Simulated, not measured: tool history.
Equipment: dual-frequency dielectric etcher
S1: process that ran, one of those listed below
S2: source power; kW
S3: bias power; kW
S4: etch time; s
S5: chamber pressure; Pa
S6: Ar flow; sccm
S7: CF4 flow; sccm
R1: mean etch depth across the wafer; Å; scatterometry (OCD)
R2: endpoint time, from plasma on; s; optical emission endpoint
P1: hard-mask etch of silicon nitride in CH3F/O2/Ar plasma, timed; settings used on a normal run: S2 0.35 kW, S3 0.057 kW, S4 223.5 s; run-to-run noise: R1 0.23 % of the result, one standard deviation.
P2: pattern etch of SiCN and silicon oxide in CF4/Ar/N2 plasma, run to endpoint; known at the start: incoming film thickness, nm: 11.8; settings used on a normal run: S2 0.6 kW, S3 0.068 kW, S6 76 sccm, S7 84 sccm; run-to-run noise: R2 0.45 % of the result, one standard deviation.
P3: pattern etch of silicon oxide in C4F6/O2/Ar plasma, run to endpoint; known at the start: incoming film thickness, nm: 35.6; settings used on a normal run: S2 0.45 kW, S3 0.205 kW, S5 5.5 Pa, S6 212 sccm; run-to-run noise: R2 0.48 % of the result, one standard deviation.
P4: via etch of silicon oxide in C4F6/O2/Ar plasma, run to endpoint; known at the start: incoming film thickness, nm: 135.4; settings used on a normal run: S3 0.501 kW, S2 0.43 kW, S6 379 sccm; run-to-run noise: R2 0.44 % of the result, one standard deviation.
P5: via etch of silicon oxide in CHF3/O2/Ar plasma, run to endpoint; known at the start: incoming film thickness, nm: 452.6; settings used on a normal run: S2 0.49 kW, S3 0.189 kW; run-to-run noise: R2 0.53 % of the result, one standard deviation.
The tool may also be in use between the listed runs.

run,hour,S1,S2,S3,S4,S5,S6,S7,R1,R2
1,9.5,P1,0.35,0.057,223.5,,,,1359.6,
2,17.8,P3,0.45,0.205,,5.5,130,,,10.143
3,24.3,P1,0.35,0.057,223.5,,,,1363.9,
4,31.1,P2,0.6,0.068,,,76,110,,9.5294
5,38.4,P1,0.47,0.057,223.5,,,,1533.1,
6,45.4,P1,0.35,0.068,223.5,,,,1454.7,
7,51.8,P1,0.35,0.057,223.5,,,,1364.2,
8,57.1,P2,0.6,0.068,,,76,84,,9.935
9,61.8,P4,0.43,0.501,,,379,,,29.466
10,69.2,P3,0.45,0.205,,5.5,212,,,10.741
11,79,P5,0.49,0.13,,,,,,281.65
12,87.5,P3,0.45,0.205,,4.3,212,,,10.488
13,97.6,P1,0.35,0.057,223.5,,,,1364,
14,102.8,P4,0.27,0.501,,,379,,,35.192
15,107.7,P1,0.35,0.057,329.5,,,,2010.4,
16,117.7,P2,0.83,0.068,,,76,84,,7.3502
17,128,P1,0.35,0.037,175,,,,930.45,
18,136,P4,0.43,0.372,,,379,,,32.664
19,141.8,P1,0.35,0.057,223.5,,,,1359.9,
20,149.9,P5,0.31,0.189,,,,,,293.9
21,155.1,P1,0.35,0.057,129,,,,785.98,
22,160,P3,0.45,0.242,,5.5,212,,,10.118
23,167,P1,0.23,0.057,223.5,,,,1159.8,
24,172.5,P3,0.53,0.205,,5.5,212,,,10.081
25,182.8,P2,0.6,0.095,,,76,84,,8.8434
26,189.7,P5,0.49,0.189,,,,,,250.84
27,199.4,P2,0.6,0.068,,,94,84,,10.127
28,205.9,P4,0.43,0.501,,,243,,,28.053
29,216.1,P1,0.35,0.038,223.5,,,,1200.4,
30,223.8,P1,0.35,0.057,223.5,,,,1364.8,
31,228.6,P1,0.35,0.057,223.5,,,,1356.4,
32,234.7,P1,0.35,0.057,223.5,,,,1351.9,
33,240.7,P1,0.35,0.057,223.5,,,,1350.7,
34,249.9,P1,0.35,0.057,223.5,,,,1352.5,
# hour 254.2: wet clean of the chamber
35,255.7,P1,0.35,0.057,223.5,,,,1341.8,
36,263,P1,0.35,0.057,223.5,,,,1342.5,
37,269.8,P1,0.35,0.057,223.5,,,,1343.8,
38,278.4,P1,0.35,0.057,223.5,,,,1341.2,

Something has made what P1 gives creep away from where it was; the 2 causes below, each at its own stated size, fit the log equally well:
A: source power that arrives under what is set, % = 3.66
B: bias power that arrives under what is set, % = 4.28
The drift started at roughly hour 223.8.
Each remaining cause and why it is not a fit:
chamber walls in a state that lowers the etch rate, %: was serviced at hour 254.2, once the creep was under way, yet the earlier output never came back

Which of the check runs below tells the causes apart, meaning the causes would give it clearly different results? Each run uses 3 wafers whose results are averaged, and each result is shown as a question mark.
check 1,287,P3,0.45,0.205,,4.4,212,,,?
check 2,287,P4,0.36,0.409,,,379,,,?
check 3,287,P2,0.81,0.068,,,76,84,,?
check 4,287,P5,0.49,0.134,,,,,,?

Check results expected under each cause:
check,result,if A,if B
check 1,R2,10.594,10.589
check 2,R2,34.439,34.51
check 3,R2,7.785,7.6268
check 4,R2,283.38,283.24
How far apart the two closest causes lie, in the result that separates them most: check 1 0.04 %; check 2 0.21 %; check 3 2.05 %; check 4 0.05 %
Only in check 3 would the causes give clearly different results; in the remaining checks their results would be nearly the same.

Check 3 has now been run. It gave: R2 7.6198 s. Which of the candidate causes is it?

Of the candidate causes, it is B: bias power that arrives under what is set, %.
